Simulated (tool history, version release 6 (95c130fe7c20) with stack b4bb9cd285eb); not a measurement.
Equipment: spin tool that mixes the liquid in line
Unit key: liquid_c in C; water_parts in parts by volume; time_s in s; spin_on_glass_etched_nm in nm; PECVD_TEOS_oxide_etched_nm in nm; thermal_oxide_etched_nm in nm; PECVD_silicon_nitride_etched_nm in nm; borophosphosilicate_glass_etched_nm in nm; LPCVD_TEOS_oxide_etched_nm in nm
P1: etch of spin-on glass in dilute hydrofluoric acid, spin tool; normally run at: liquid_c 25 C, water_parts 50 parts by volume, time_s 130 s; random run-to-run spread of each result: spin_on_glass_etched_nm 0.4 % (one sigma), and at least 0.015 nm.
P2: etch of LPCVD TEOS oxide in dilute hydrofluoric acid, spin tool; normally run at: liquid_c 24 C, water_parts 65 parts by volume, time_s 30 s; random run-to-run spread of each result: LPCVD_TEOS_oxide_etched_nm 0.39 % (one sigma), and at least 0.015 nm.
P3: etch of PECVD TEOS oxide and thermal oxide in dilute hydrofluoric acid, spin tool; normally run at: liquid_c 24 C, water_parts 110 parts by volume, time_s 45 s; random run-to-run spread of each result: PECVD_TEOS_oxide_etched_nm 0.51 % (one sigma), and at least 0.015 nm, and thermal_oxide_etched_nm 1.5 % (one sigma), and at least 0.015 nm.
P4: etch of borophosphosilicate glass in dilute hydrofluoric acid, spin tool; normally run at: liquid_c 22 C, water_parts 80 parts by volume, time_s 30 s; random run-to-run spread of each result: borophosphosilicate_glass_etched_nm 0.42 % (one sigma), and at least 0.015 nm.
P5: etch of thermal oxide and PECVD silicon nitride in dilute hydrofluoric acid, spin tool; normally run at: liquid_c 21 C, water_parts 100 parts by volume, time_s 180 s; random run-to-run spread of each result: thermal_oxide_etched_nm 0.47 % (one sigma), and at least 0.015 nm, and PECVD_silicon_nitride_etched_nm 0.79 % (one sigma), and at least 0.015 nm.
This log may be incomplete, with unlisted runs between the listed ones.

| run | day | process | liquid_c | water_parts | time_s | hours since the thermometer was replaced | hours since the hydrofluoric acid flow meter was replaced | spin_on_glass_etched_nm | PECVD_TEOS_oxide_etched_nm | thermal_oxide_etched_nm | PECVD_silicon_nitride_etched_nm | borophosphosilicate_glass_etched_nm | LPCVD_TEOS_oxide_etched_nm |
|---|---|---|---|---|---|---|---|---|---|---|---|---|---|
| 1 | 0.208 | P1 | 25 | 50 | 130 | 269.5 | 793.4 | 60.879 |  |  |  |  |  |
| 2 | 0.354 | P1 | 25 | 50 | 130 | 273 | 796.9 | 60.912 |  |  |  |  |  |
| 3 | 0.492 | P3 | 24 | 110 | 70 | 276.3 | 800.2 |  | 10.6 | 2.674 |  |  |  |
| 4 | 0.654 | P5 | 21 | 100 | 60 | 280.2 | 804.1 |  |  | 2.5235 | 1.0022 |  |  |
| 5 | 0.792 | P5 | 21 | 100 | 180 | 283.5 | 807.4 |  |  | 7.5311 | 3.0516 |  |  |
| 6 | 1.088 | P4 | 22 | 80 | 15 | 290.6 | 814.5 |  |  |  |  | 5.356 |  |
| 7 | 1.35 | P2 | 24 | 65 | 15 | 296.9 | 820.8 |  |  |  |  |  | 13.382 |
| 8 | 1.525 | P2 | 24 | 65 | 30 | 301.1 | 825 |  |  |  |  |  | 26.505 |
| 9 | 1.817 | P3 | 24 | 30 | 45 | 308.1 | 832 |  | 27.791 | 7.0168 |  |  |  |
| 10 | 2.096 | P1 | 25 | 50 | 130 | 314.8 | 838.7 | 61.137 |  |  |  |  |  |
| 11 | 2.267 | P3 | 24 | 110 | 45 | 318.9 | 842.8 |  | 6.7855 | 1.7729 |  |  |  |
| 12 | 2.496 | P4 | 22 | 40 | 30 | 324.4 | 848.3 |  |  |  |  | 22.478 |  |
| 13 | 2.75 | P1 | 25 | 50 | 130 | 330.5 | 854.4 | 60.711 |  |  |  |  |  |
| 14 | 3.042 | P3 | 19 | 110 | 45 | 337.5 | 861.4 |  | 5.5069 | 1.4286 |  |  |  |
|  | 3.229 | hydrofluoric acid flow meter replaced |
| 15 | 3.262 | P4 | 25.5 | 80 | 30 | 342.8 | 0.9 |  |  |  |  | 12.358 |  |
| 16 | 3.408 | P1 | 25 | 50 | 70 | 346.3 | 4.4 | 32.844 |  |  |  |  |  |
| 17 | 3.692 | P1 | 25 | 70 | 130 | 353.1 | 11.2 | 42.305 |  |  |  |  |  |
| 18 | 3.829 | P3 | 24 | 110 | 45 | 356.4 | 14.5 |  | 6.7696 | 1.7449 |  |  |  |
| 19 | 4.058 | P1 | 30 | 50 | 130 | 361.9 | 20 | 74.345 |  |  |  |  |  |
| 20 | 4.35 | P1 | 25 | 20 | 130 | 368.9 | 27 | 158.17 |  |  |  |  |  |
| 21 | 4.588 | P4 | 22 | 80 | 30 | 374.6 | 32.7 |  |  |  |  | 10.736 |  |
| 22 | 4.825 | P2 | 24 | 30 | 30 | 380.3 | 38.4 |  |  |  |  |  | 60.25 |
| 23 | 5.079 | P4 | 22 | 80 | 30 | 386.4 | 44.5 |  |  |  |  | 10.725 |  |
| 24 | 5.312 | P5 | 28.5 | 100 | 180 | 392 | 50.1 |  |  | 10.113 | 5.0554 |  |  |
| 25 | 5.512 | P2 | 24 | 65 | 30 | 396.8 | 54.9 |  |  |  |  |  | 26.459 |
| 26 | 5.742 | P1 | 25 | 50 | 130 | 402.3 | 60.4 | 61.412 |  |  |  |  |  |
| 27 | 5.908 | P1 | 31.5 | 50 | 220 | 406.3 | 64.4 | 133.64 |  |  |  |  |  |
| 28 | 6.058 | P1 | 25 | 50 | 130 | 409.9 | 68 | 61.049 |  |  |  |  |  |
|  | 6.075 | thermometer replaced |
| 29 | 6.192 | P2 | 29 | 65 | 30 | 2.8 | 71.2 |  |  |  |  |  | 32.509 |
| 30 | 6.412 | P1 | 19.5 | 50 | 130 | 8.1 | 76.5 | 48.159 |  |  |  |  |  |
| 31 | 6.679 | P5 | 21 | 185 | 180 | 14.5 | 82.9 |  |  | 3.7494 | 1.7012 |  |  |
| 32 | 6.908 | P1 | 25 | 50 | 240 | 20 | 88.4 | 112.16 |  |  |  |  |  |
| 33 | 7.121 | P1 | 25 | 50 | 130 | 25.1 | 93.5 | 61.004 |  |  |  |  |  |
| 34 | 7.325 | P1 | 25 | 50 | 130 | 30 | 98.4 | 63.289 |  |  |  |  |  |
| 35 | 7.542 | P1 | 25 | 50 | 130 | 35.2 | 103.6 | 64.877 |  |  |  |  |  |

Expected results for the next run?
| 36 | 7.758 | P1 | 25 | 50 | 130 | 40.4 | 108.8 | ? |  |  |  |  |  |

spin_on_glass_etched_nm: 65.558 nm
